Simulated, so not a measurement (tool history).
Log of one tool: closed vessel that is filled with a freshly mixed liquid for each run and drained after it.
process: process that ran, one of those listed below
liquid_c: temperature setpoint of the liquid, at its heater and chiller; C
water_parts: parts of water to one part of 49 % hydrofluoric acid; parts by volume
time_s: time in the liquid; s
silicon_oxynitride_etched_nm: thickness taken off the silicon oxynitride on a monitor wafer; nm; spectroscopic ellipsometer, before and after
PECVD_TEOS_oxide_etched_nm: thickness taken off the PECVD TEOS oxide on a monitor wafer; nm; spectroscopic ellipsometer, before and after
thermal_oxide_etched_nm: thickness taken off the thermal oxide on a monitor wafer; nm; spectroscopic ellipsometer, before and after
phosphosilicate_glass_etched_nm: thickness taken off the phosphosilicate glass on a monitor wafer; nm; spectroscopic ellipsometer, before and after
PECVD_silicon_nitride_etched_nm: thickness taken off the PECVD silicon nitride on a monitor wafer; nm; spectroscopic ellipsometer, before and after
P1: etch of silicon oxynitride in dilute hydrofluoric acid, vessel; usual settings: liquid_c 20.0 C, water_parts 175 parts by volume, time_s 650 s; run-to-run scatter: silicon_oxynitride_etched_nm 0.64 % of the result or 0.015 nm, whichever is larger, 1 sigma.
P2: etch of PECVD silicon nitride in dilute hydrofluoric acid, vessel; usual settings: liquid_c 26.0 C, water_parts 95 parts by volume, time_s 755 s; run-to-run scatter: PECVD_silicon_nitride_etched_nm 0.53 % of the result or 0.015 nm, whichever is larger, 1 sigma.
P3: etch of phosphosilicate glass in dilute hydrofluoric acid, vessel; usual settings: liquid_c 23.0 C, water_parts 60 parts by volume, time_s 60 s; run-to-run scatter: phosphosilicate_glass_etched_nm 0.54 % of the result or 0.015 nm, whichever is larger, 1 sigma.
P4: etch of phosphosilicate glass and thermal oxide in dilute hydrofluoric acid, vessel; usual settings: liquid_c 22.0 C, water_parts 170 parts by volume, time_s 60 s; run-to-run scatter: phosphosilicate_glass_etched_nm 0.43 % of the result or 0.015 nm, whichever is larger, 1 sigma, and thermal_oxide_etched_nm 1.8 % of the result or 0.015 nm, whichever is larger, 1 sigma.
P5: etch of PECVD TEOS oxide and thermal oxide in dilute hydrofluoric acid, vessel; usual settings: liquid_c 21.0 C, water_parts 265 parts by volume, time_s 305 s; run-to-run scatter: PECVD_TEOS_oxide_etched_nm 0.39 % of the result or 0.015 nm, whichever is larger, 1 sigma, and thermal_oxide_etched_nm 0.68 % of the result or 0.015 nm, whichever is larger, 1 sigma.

run,day,process,liquid_c,water_parts,time_s,hours since the thermometer was replaced,hours since the hydrofluoric acid flow meter was replaced,silicon_oxynitride_etched_nm,PECVD_TEOS_oxide_etched_nm,thermal_oxide_etched_nm,phosphosilicate_glass_etched_nm,PECVD_silicon_nitride_etched_nm
1,0.196,P1,20.0,175,650,1121.3,764.2,4.55800,,,,
2,0.442,P1,20.0,100,650,1127.2,770.1,8.40540,,,,
3,0.771,P5,21.0,265,305,1135.1,778.0,,17.058,4.0974,,
4,1.012,P1,17.0,40,650,1140.9,783.8,18.92600,,,,
5,1.188,P3,23.0,60,60,1145.1,788.0,,,,85.471,
6,1.479,P5,21.0,265,590,1152.1,795.0,,32.692,7.9351,,
7,1.679,P2,26.0,20,755,1156.9,799.8,,,,,123.760
8,1.942,P3,23.0,60,30,1163.2,806.1,,,,42.851,
9,2.275,P4,22.0,30,60,1171.2,814.1,,,9.4066,150.550,
10,2.538,P4,22.0,170,115,1177.5,820.4,,,2.7828,43.218,
11,2.717,P1,20.0,300,150,1181.8,824.7,0.58521,,,,
12,2.967,P4,28.0,170,60,1187.8,830.7,,,1.7367,28.087,
13,3.146,P3,23.0,60,60,1192.1,835.0,,,,85.156,
14,3.454,P1,20.0,175,650,1199.5,842.4,4.57760,,,,
15,3.708,P1,20.0,175,160,1205.6,848.5,1.14180,,,,
16,3.879,P2,26.0,95,755,1209.7,852.6,,,,,27.297
17,4.192,P1,20.0,175,650,1217.2,860.1,4.50440,,,,
18,4.375,P4,22.0,170,60,1221.6,864.5,,,1.4019,22.405,
19,4.717,P1,20.0,280,650,1229.8,872.7,2.65190,,,,
20,4.967,P2,33.5,95,755,1235.8,878.7,,,,,43.462
21,5.125,P1,20.0,175,650,1239.6,882.5,4.54670,,,,
22,5.288,P1,20.0,175,650,1243.5,886.4,4.53660,,,,

Forecast run 23:
23,5.575,P1,20.0,175,650,1250.4,893.3,?,,,,

Run 23 gave silicon_oxynitride_etched_nm 4.56920 nm.
